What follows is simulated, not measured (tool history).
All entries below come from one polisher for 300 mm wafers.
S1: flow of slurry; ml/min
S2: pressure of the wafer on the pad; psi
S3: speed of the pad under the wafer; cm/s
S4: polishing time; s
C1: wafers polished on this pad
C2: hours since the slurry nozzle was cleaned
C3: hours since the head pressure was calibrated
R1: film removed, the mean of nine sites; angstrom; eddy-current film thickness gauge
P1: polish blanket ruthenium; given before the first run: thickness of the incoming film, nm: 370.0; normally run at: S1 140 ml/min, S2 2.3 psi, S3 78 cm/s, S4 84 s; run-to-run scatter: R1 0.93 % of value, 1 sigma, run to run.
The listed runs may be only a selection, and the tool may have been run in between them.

run,hour,S1,S2,S3,S4,C1,C2,C3,R1
1,12,140,2.3,78,84,379,53.2,1082,910.23
2,29.2,200,1.3,78,84,512,70.4,1099.2,542.36
3,46.5,140,2.3,78,128,647,87.7,1116.5,1396
4,55.5,85,2.3,36,84,716,96.7,1125.5,374.76
5,73.2,140,2.3,78,84,854,114.4,1143.2,919.16
6,89.2,140,1.2,78,84,978,130.4,1159.2,480.62
7,99.3,140,3.4,78,84,1056,140.5,1169.3,1343.6
8,117.2,140,2.3,78,84,1195,158.4,1187.2,907.43
9,130.1,140,2.3,36,84,1295,171.3,1200.1,423.89
10,140.1,225,2.3,78,84,1372,181.3,1210.1,965.74
11,154.4,140,2.8,50,84,1483,195.6,1224.4,709.24
12,165.7,140,2.3,78,51,1571,206.9,1235.7,552.17
13,178.8,140,2.3,108,84,1672,220,1248.8,1285.6
14,192.5,90,2.3,78,84,1779,233.7,1262.5,836.74
# hour 192.7: slurry nozzle cleaned
15,207.6,140,2.3,78,84,1896,15,1277.6,914.71

Run 16, settings as shown, results not yet in. Your forecast:
16,224.4,140,2.3,78,84,2026,31.8,1294.4,?

{"run 16": {"R1": 912.97}}
